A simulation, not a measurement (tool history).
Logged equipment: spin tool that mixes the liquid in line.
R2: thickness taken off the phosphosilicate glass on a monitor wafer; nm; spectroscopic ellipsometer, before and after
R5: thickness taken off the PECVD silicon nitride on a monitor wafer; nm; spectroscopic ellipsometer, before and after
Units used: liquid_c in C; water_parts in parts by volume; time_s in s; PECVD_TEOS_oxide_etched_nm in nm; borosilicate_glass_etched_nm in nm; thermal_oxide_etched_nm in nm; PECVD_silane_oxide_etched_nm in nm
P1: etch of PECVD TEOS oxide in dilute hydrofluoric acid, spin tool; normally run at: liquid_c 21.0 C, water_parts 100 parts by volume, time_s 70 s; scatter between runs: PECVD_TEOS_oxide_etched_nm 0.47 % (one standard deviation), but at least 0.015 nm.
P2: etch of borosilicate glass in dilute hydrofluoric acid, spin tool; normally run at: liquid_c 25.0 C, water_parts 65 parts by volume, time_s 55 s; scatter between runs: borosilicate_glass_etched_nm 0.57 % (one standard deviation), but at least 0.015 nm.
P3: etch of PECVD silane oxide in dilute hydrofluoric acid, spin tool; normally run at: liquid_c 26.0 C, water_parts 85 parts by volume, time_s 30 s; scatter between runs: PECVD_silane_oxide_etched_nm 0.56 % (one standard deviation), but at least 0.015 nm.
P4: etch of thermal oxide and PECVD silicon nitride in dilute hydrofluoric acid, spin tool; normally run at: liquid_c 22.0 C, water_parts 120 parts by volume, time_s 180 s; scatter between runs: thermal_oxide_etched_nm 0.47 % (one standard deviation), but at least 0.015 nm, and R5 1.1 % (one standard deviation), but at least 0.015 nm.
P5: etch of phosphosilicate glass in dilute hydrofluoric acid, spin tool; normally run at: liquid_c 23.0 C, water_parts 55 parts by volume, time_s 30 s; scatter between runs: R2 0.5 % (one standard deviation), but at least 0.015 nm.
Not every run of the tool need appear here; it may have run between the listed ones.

Run 1, hour 3.2: process P1, liquid_c 21.0 C, water_parts 100 parts by volume, time_s 70 s. Result: PECVD_TEOS_oxide_etched_nm 9.9159 nm.
Run 2, hour 6.1: process P5, liquid_c 23.0 C, water_parts 55 parts by volume, time_s 15 s. Result: R2 29.152 nm.
Run 3, hour 11.0: process P1, liquid_c 21.0 C, water_parts 170 parts by volume, time_s 15 s. Result: PECVD_TEOS_oxide_etched_nm 1.1623 nm.
Run 4, hour 13.8: process P2, liquid_c 18.5 C, water_parts 65 parts by volume, time_s 55 s. Result: borosilicate_glass_etched_nm 21.318 nm.
Run 5, hour 19.2: process P4, liquid_c 29.0 C, water_parts 120 parts by volume, time_s 180 s. Result: thermal_oxide_etched_nm 8.1647 nm, R5 3.6136 nm.
Run 6, hour 22.2: process P2, liquid_c 25.0 C, water_parts 65 parts by volume, time_s 100 s. Result: borosilicate_glass_etched_nm 50.958 nm.
Run 7, hour 26.5: process P4, liquid_c 22.0 C, water_parts 75 parts by volume, time_s 180 s. Result: thermal_oxide_etched_nm 10.4730 nm, R5 3.7020 nm.
Run 8, hour 31.1: process P3, liquid_c 26.0 C, water_parts 85 parts by volume, time_s 30 s. Result: PECVD_silane_oxide_etched_nm 7.0758 nm.
Run 9, hour 36.8: process P1, liquid_c 21.0 C, water_parts 100 parts by volume, time_s 70 s. Result: PECVD_TEOS_oxide_etched_nm 9.9764 nm.
Run 10, hour 40.7: process P4, liquid_c 22.0 C, water_parts 120 parts by volume, time_s 280 s. Result: thermal_oxide_etched_nm 9.6511 nm, R5 3.6086 nm.
Run 11, hour 43.9: process P3, liquid_c 26.0 C, water_parts 85 parts by volume, time_s 50 s. Result: PECVD_silane_oxide_etched_nm 11.7880 nm.
Run 12, hour 47.9: process P1, liquid_c 24.5 C, water_parts 135 parts by volume, time_s 70 s. Result: PECVD_TEOS_oxide_etched_nm 8.1975 nm.
Run 13, hour 53.8: process P1, liquid_c 21.0 C, water_parts 100 parts by volume, time_s 70 s. Result: PECVD_TEOS_oxide_etched_nm 9.8925 nm.
Run 14, hour 58.4: process P1, liquid_c 21.0 C, water_parts 100 parts by volume, time_s 135 s. Result: PECVD_TEOS_oxide_etched_nm 19.2250 nm.
Run 15, hour 63.2: process P4, liquid_c 22.0 C, water_parts 120 parts by volume, time_s 180 s. Result: thermal_oxide_etched_nm 6.2038 nm, R5 2.3452 nm.
Run 16, hour 66.7: process P1, liquid_c 21.0 C, water_parts 100 parts by volume, time_s 70 s. Result: PECVD_TEOS_oxide_etched_nm 10.0180 nm.
Run 17, hour 71.3: process P5, liquid_c 23.0 C, water_parts 55 parts by volume, time_s 30 s. Result: R2 58.383 nm.
Run 18, hour 74.8: process P5, liquid_c 23.0 C, water_parts 85 parts by volume, time_s 30 s. Result: R2 36.565 nm.
Run 19, hour 77.5: process P1, liquid_c 21.0 C, water_parts 100 parts by volume, time_s 70 s. Result: PECVD_TEOS_oxide_etched_nm 10.0940 nm.
Run 20, hour 81.6: process P1, liquid_c 21.0 C, water_parts 35 parts by volume, time_s 70 s. Result: PECVD_TEOS_oxide_etched_nm 30.7080 nm.
Run 21, hour 87.0: process P4, liquid_c 22.0 C, water_parts 120 parts by volume, time_s 180 s. Result: thermal_oxide_etched_nm 6.2321 nm, R5 2.2952 nm.
Run 22, hour 92.3: process P1, liquid_c 17.0 C, water_parts 100 parts by volume, time_s 70 s. Result: PECVD_TEOS_oxide_etched_nm 8.4601 nm.
Run 23, hour 97.7: process P2, liquid_c 25.0 C, water_parts 65 parts by volume, time_s 55 s. Result: borosilicate_glass_etched_nm 28.116 nm.
Run 24, hour 100.8: process P2, liquid_c 25.0 C, water_parts 20 parts by volume, time_s 55 s. Result: borosilicate_glass_etched_nm 96.457 nm.
Run 25, hour 104.2: process P1, liquid_c 21.0 C, water_parts 100 parts by volume, time_s 15 s. Result: PECVD_TEOS_oxide_etched_nm 2.1157 nm.
Run 26, hour 108.6: process P1, liquid_c 27.0 C, water_parts 100 parts by volume, time_s 70 s. Result: PECVD_TEOS_oxide_etched_nm 12.6530 nm.
Run 27, hour 114.2: process P3, liquid_c 26.0 C, water_parts 125 parts by volume, time_s 30 s. Result: PECVD_silane_oxide_etched_nm 4.5638 nm.
At hour 115.4: thermometer replaced.
Run 28, hour 120.2: process P5, liquid_c 29.0 C, water_parts 55 parts by volume, time_s 30 s. Result: R2 74.578 nm.
Run 29, hour 123.4: process P1, liquid_c 21.0 C, water_parts 100 parts by volume, time_s 70 s. Result: PECVD_TEOS_oxide_etched_nm 9.8983 nm.
Run 30, hour 129.5: process P1, liquid_c 21.0 C, water_parts 160 parts by volume, time_s 70 s. Result: PECVD_TEOS_oxide_etched_nm 5.8306 nm.
Run 31, hour 134.6: process P3, liquid_c 33.5 C, water_parts 85 parts by volume, time_s 30 s. Result: PECVD_silane_oxide_etched_nm 9.3493 nm.
Run 32, hour 138.0: process P1, liquid_c 21.0 C, water_parts 100 parts by volume, time_s 70 s. Result: PECVD_TEOS_oxide_etched_nm 10.0760 nm.
Run 33, hour 140.8: process P1, liquid_c 21.0 C, water_parts 100 parts by volume, time_s 70 s. Result: PECVD_TEOS_oxide_etched_nm 10.0760 nm.
Run 34, hour 143.6: process P1, liquid_c 21.0 C, water_parts 100 parts by volume, time_s 70 s. Result: PECVD_TEOS_oxide_etched_nm 10.1950 nm.
Run 35, hour 149.4: process P1, liquid_c 21.0 C, water_parts 100 parts by volume, time_s 70 s. Result: PECVD_TEOS_oxide_etched_nm 10.3420 nm.
Run 36, hour 152.4: process P1, liquid_c 21.0 C, water_parts 100 parts by volume, time_s 70 s. Result: PECVD_TEOS_oxide_etched_nm 10.4280 nm.
Run 37, hour 157.4: process P1, liquid_c 21.0 C, water_parts 100 parts by volume, time_s 70 s. Result: PECVD_TEOS_oxide_etched_nm 10.3390 nm.
Run 38, hour 162.7: process P1, liquid_c 21.0 C, water_parts 100 parts by volume, time_s 70 s. Result: PECVD_TEOS_oxide_etched_nm 10.5810 nm.
Run 39, hour 167.9: process P1, liquid_c 21.0 C, water_parts 100 parts by volume, time_s 70 s. Result: PECVD_TEOS_oxide_etched_nm 10.5230 nm.
Run 40, hour 173.1: process P1, liquid_c 21.0 C, water_parts 100 parts by volume, time_s 70 s. Result: PECVD_TEOS_oxide_etched_nm 10.5050 nm.
Run 41, hour 179.1: process P1, liquid_c 21.0 C, water_parts 100 parts by volume, time_s 70 s. Result: PECVD_TEOS_oxide_etched_nm 10.6020 nm.
Run 42, hour 182.8: process P1, liquid_c 21.0 C, water_parts 100 parts by volume, time_s 70 s. Result: PECVD_TEOS_oxide_etched_nm 10.6290 nm.
Run 43, hour 186.0: process P1, liquid_c 21.0 C, water_parts 100 parts by volume, time_s 70 s. Result: PECVD_TEOS_oxide_etched_nm 10.6030 nm.

P1 no longer gives what it gave before; its output has crept away from where it was. The following 2 causes, each at its listed size, fit the log equally well:
A: liquid hotter than its thermometer reads (K) = 1.39
B: hydrofluoric acid flow above the setpoint (%) = 5.18
The drift started at roughly hour 138.0.

4 check runs are offered, each on 5 wafers whose results are averaged, their results left as question marks. Which one tells the causes apart?
Run check 1, hour 189.2: process P2, liquid_c 25.0 C, water_parts 20 parts by volume, time_s 55 s. Result: borosilicate_glass_etched_nm ?.
Run check 2, hour 189.2: process P5, liquid_c 29.0 C, water_parts 55 parts by volume, time_s 30 s. Result: R2 ?.
Run check 3, hour 189.2: process P4, liquid_c 28.0 C, water_parts 120 parts by volume, time_s 180 s. Result: thermal_oxide_etched_nm ?, R5 ?.
Run check 4, hour 189.2: process P3, liquid_c 33.5 C, water_parts 85 parts by volume, time_s 30 s. Result: PECVD_silane_oxide_etched_nm ?.

How each check would come out, cause by cause:
  check                        result     if A     if B
check 1  borosilicate_glass_etched_nm  102.800  102.150
check 2                            R2   78.646   78.658
check 3       thermal_oxide_etched_nm   8.2282   8.2810
check 3                            R5   3.7158   3.5819
check 4  PECVD_silane_oxide_etched_nm   9.9073   9.9699
Distance between the nearest two causes, measured in the result of the check that separates them most: check 1 0.64 %; check 2 0.02 %; check 3 3.67 %; check 4 0.63 %
Check 3 distinguishes between the causes, while the remaining checks would return nearly the same result for all of them.

Check 3 was then run and gave: thermal_oxide_etched_nm 8.2176 nm; R5 3.7062 nm. Which cause is it?

The cause is A: liquid hotter than its thermometer reads (K).
